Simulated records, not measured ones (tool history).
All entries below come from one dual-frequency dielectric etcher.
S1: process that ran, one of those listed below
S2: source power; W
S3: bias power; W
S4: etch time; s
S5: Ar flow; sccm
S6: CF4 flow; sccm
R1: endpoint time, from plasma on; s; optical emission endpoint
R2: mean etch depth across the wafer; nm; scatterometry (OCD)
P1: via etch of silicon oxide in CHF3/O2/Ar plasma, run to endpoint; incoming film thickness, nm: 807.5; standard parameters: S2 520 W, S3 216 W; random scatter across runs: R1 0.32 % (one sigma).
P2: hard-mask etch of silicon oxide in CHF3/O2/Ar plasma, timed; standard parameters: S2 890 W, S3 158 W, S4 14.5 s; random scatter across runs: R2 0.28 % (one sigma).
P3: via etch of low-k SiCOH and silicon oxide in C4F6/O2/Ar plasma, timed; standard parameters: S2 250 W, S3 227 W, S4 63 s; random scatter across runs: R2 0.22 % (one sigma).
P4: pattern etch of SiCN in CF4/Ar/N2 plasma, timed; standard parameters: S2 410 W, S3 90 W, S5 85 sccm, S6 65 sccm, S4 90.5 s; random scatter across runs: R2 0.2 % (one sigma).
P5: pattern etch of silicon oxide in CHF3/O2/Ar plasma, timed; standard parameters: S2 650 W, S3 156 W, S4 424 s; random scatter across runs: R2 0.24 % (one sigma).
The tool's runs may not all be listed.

run,hour,S1,S2,S3,S4,S5,S6,R1,R2
1,6.7,P1,520,216,,,,396.32,
2,10.8,P5,650,100,424,,,,719.63
3,17.1,P2,890,158,14.5,,,,32.932
4,22.6,P1,520,216,,,,395.41,
5,27,P3,250,285,63,,,,172.78
6,32.9,P4,410,113,90.5,85,65,,81.489
7,36.2,P1,330,261,,,,436.37,
8,42.3,P3,250,227,63,,,,159.12
9,45.8,P5,490,156,424,,,,741.91
10,51.5,P3,250,227,63,,,,160.13
11,56.5,P3,250,227,41,,,,103.94
12,62.7,P5,650,156,424,,,,830.25
# hour 64.7: bias power generator calibrated
13,66.6,P1,700,216,,,,352.6,
14,72.5,P2,890,158,22,,,,49.876
15,78.5,P4,410,90,90.5,85,65,,75.236
16,84.3,P2,890,114,14.5,,,,29.777
17,87.9,P4,410,90,90.5,85,42,,70.417
18,93.5,P3,190,227,63,,,,144.16
19,99.2,P5,650,156,424,,,,827.37
20,105.4,P4,410,90,90.5,64,65,,77.8
21,110.5,P1,520,290,,,,355.4,
22,115.5,P1,350,216,,,,459.67,
23,119.5,P1,520,135,,,,463.01,
24,124.1,P4,490,90,90.5,85,65,,87.657
25,130.7,P5,650,156,241.5,,,,470.85
26,134.5,P1,520,216,,,,396.14,
27,139.2,P4,410,90,52.5,85,65,,43.516
28,143.9,P1,520,216,,,,395.22,
29,148.8,P2,640,158,14.5,,,,28.876
30,151.9,P1,520,216,,,,394.47,
31,158.1,P1,520,216,,,,394.96,
32,161.4,P1,520,216,,,,398.53,
33,166.9,P1,520,216,,,,400.06,
34,171.9,P1,520,216,,,,400.52,
# hour 174.9: wet clean of the chamber
35,177.2,P1,520,216,,,,400.43,
36,183.7,P1,520,216,,,,401.8,
37,187.9,P1,520,216,,,,401.92,
38,193,P1,520,216,,,,402.36,
39,197.7,P1,520,216,,,,404.17,

What P1 gives has crept away from where it was. These 2 causes fit the log equally well, each at the size given:
A: source power that arrives under what is set, % = 4.13
B: bias power that arrives under what is set, % = 4.45
The process output started creeping at around hour 158.1.
Ruled out, with reasons:
chamber walls in a state that lowers the etch rate, %: serviced at hour 174.9, after the change had begun; the process did not return to its earlier output

Of the 4 check runs listed below, each run on one wafer and each result written as a question mark, which would let you distinguish the listed causes because they would give clearly different results?
check 1,202.4,P2,890,158,14.5,,,,?
check 2,202.4,P4,410,90,90.5,85,65,,?
check 3,202.4,P5,650,156,424,,,,?
check 4,202.4,P3,250,227,63,,,,?

What each check would give under each cause:
check,result,if A,if B
check 1,R2,32.318,32.383
check 2,R2,72.314,73.815
check 3,R2,814.63,815.94
check 4,R2,157.12,157.21
Per check, the gap between the least separated pair of causes, taken in the result that splits them most: check 1 0.2 %; check 2 2.05 %; check 3 0.16 %; check 4 0.06 %
Check 2 tells the causes apart: in the others they would give nearly the same result.

Check 2 was carried out, with these results: R2 73.933 nm. Which of the listed causes is responsible?

Of the candidate causes, it is B: bias power that arrives under what is set, %.

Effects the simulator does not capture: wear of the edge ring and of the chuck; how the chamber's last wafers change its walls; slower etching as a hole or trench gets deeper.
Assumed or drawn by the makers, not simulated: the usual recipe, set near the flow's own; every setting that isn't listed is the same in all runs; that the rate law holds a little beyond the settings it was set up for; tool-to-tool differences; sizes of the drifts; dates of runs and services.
